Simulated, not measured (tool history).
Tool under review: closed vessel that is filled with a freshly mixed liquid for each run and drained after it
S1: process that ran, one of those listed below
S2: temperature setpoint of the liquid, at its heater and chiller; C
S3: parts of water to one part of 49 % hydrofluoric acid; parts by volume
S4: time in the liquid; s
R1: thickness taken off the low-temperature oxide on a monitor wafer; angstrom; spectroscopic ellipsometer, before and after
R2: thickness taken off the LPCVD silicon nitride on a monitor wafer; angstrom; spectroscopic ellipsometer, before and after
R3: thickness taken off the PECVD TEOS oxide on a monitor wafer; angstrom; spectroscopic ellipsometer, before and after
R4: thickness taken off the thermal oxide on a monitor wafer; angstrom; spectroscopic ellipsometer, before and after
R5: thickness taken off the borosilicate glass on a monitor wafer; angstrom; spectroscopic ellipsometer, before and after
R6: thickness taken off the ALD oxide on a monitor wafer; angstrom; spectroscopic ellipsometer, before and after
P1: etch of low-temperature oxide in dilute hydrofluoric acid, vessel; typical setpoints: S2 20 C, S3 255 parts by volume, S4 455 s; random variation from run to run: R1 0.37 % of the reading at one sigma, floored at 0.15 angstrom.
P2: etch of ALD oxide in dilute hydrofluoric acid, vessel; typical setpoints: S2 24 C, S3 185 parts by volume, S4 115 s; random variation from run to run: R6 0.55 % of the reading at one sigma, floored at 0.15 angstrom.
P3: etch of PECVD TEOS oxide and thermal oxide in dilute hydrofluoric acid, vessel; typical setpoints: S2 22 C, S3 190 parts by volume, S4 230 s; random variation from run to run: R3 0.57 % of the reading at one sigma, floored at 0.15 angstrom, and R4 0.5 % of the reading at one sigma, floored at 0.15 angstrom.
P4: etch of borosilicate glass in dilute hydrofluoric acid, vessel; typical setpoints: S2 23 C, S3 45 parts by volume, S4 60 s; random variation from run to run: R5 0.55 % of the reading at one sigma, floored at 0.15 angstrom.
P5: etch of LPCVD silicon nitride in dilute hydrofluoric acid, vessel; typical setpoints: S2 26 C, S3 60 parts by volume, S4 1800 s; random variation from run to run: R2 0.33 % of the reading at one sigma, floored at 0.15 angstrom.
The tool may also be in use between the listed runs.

Run 1, hour 7.6: S1 P1, S2 20 C, S3 255 parts by volume, S4 455 s. Result: R1 139.27 angstrom.
Run 2, hour 15.8: S1 P1, S2 20 C, S3 255 parts by volume, S4 855 s. Result: R1 262.74 angstrom.
Run 3, hour 20.4: S1 P5, S2 19.5 C, S3 60 parts by volume, S4 1800 s. Result: R2 115.26 angstrom.
Run 4, hour 28.4: S1 P1, S2 17 C, S3 255 parts by volume, S4 455 s. Result: R1 123.89 angstrom.
Run 5, hour 37: S1 P5, S2 26 C, S3 20 parts by volume, S4 1800 s. Result: R2 518.03 angstrom.
Run 6, hour 41.8: S1 P1, S2 20 C, S3 255 parts by volume, S4 455 s. Result: R1 139.1 angstrom.
Run 7, hour 47.7: S1 P5, S2 26 C, S3 60 parts by volume, S4 1800 s. Result: R2 176.84 angstrom.
Run 8, hour 52.8: S1 P1, S2 24.5 C, S3 255 parts by volume, S4 455 s. Result: R1 164.56 angstrom.
Run 9, hour 58.3: S1 P3, S2 30 C, S3 190 parts by volume, S4 230 s. Result: R3 278.31 angstrom, R4 62.821 angstrom.
Run 10, hour 62.4: S1 P4, S2 23 C, S3 45 parts by volume, S4 60 s. Result: R5 436.92 angstrom.
Run 11, hour 68: S1 P2, S2 24 C, S3 75 parts by volume, S4 115 s. Result: R6 186.48 angstrom.
Run 12, hour 73.8: S1 P5, S2 26 C, S3 60 parts by volume, S4 2705 s. Result: R2 266.28 angstrom.
Run 13, hour 80.1: S1 P3, S2 22 C, S3 190 parts by volume, S4 230 s. Result: R3 207.75 angstrom, R4 47.163 angstrom.
Run 14, hour 89.3: S1 P2, S2 24 C, S3 185 parts by volume, S4 115 s. Result: R6 66.469 angstrom.
Run 15, hour 98.6: S1 P5, S2 26 C, S3 60 parts by volume, S4 1800 s. Result: R2 177.59 angstrom.
Run 16, hour 106.7: S1 P1, S2 20 C, S3 255 parts by volume, S4 455 s. Result: R1 139.45 angstrom.
Run 17, hour 112.8: S1 P1, S2 20 C, S3 355 parts by volume, S4 220 s. Result: R1 44.3 angstrom.
Run 18, hour 121.9: S1 P3, S2 22 C, S3 45 parts by volume, S4 230 s. Result: R3 1047.3 angstrom, R4 235.3 angstrom.
Run 19, hour 130.1: S1 P1, S2 20 C, S3 125 parts by volume, S4 455 s. Result: R1 322.8 angstrom.
Run 20, hour 138: S1 P1, S2 20 C, S3 255 parts by volume, S4 455 s. Result: R1 139.15 angstrom.
Run 21, hour 145.1: S1 P3, S2 22 C, S3 190 parts by volume, S4 30 s. Result: R3 27.477 angstrom, R4 6.4556 angstrom.
Run 22, hour 149.9: S1 P1, S2 20 C, S3 255 parts by volume, S4 455 s. Result: R1 138.68 angstrom.
Run 23, hour 157.1: S1 P1, S2 20 C, S3 255 parts by volume, S4 80 s. Result: R1 24.665 angstrom.
Run 24, hour 165.1: S1 P1, S2 20 C, S3 445 parts by volume, S4 455 s. Result: R1 67.929 angstrom.
Run 25, hour 171.6: S1 P4, S2 23 C, S3 75 parts by volume, S4 60 s. Result: R5 250.45 angstrom.
Run 26, hour 177.7: S1 P4, S2 29.5 C, S3 45 parts by volume, S4 60 s. Result: R5 576.51 angstrom.
Run 27, hour 186.5: S1 P4, S2 23 C, S3 45 parts by volume, S4 30 s. Result: R5 218.89 angstrom.
Run 28, hour 191.6: S1 P3, S2 22 C, S3 190 parts by volume, S4 230 s. Result: R3 208.99 angstrom, R4 47.234 angstrom.
Run 29, hour 198.9: S1 P2, S2 17.5 C, S3 185 parts by volume, S4 115 s. Result: R6 50.734 angstrom.
Run 30, hour 206: S1 P2, S2 24 C, S3 185 parts by volume, S4 30 s. Result: R6 17.033 angstrom.
Run 31, hour 213.1: S1 P1, S2 20 C, S3 255 parts by volume, S4 455 s. Result: R1 140.4 angstrom.
Run 32, hour 218.8: S1 P1, S2 20 C, S3 255 parts by volume, S4 455 s. Result: R1 141.69 angstrom.
Run 33, hour 224.4: S1 P1, S2 20 C, S3 255 parts by volume, S4 455 s. Result: R1 143.84 angstrom.
Run 34, hour 231: S1 P1, S2 20 C, S3 255 parts by volume, S4 455 s. Result: R1 144.74 angstrom.
Run 35, hour 239.2: S1 P1, S2 20 C, S3 255 parts by volume, S4 455 s. Result: R1 145.3 angstrom.
Run 36, hour 248.3: S1 P1, S2 20 C, S3 255 parts by volume, S4 455 s. Result: R1 147.46 angstrom.
Run 37, hour 257.4: S1 P1, S2 20 C, S3 255 parts by volume, S4 455 s. Result: R1 147.18 angstrom.
Run 38, hour 262.1: S1 P1, S2 20 C, S3 255 parts by volume, S4 455 s. Result: R1 147.47 angstrom.
Run 39, hour 271.4: S1 P1, S2 20 C, S3 255 parts by volume, S4 455 s. Result: R1 147.02 angstrom.

P1 has crept away from where it was. The log is fitted equally well by each of these 2 causes, at the sizes shown:
A: liquid hotter than its thermometer reads (K) = 1.57
B: hydrofluoric acid flow above the setpoint (%) = 4.82
Creep in the process output first set in at about hour 213.1.

4 check runs are offered, one wafer each, their results left as question marks. Which one tells the causes apart?
Run check 1, hour 280.7: S1 P4, S2 26.5 C, S3 70 parts by volume, S4 60 s. Result: R5 ?.
Run check 2, hour 280.7: S1 P3, S2 29 C, S3 190 parts by volume, S4 30 s. Result: R3 ?, R4 ?.
Run check 3, hour 280.7: S1 P2, S2 24 C, S3 75 parts by volume, S4 55 s. Result: R6 ?.
Run check 4, hour 280.7: S1 P5, S2 22 C, S3 35 parts by volume, S4 1800 s. Result: R2 ?.

Outcome of each check run for each possible cause:
  check  result    if A    if B
check 1      R5  333.36  329.92
check 2      R3  37.226  37.336
check 2      R4  8.4064  8.4314
check 3      R6  94.455  93.381
check 4      R2  255.56  240.19
How far apart the two closest causes lie, in the result that separates them most: check 1 1.04 %; check 2 0.3 %; check 3 1.14 %; check 4 6.2 %
Check 4 tells the causes apart: in the others they would give nearly the same result.

Check 4 has now been run. It gave: R2 256.3 angstrom. Which of the candidate causes is it?

The correct cause is A, namely: liquid hotter than its thermometer reads (K).

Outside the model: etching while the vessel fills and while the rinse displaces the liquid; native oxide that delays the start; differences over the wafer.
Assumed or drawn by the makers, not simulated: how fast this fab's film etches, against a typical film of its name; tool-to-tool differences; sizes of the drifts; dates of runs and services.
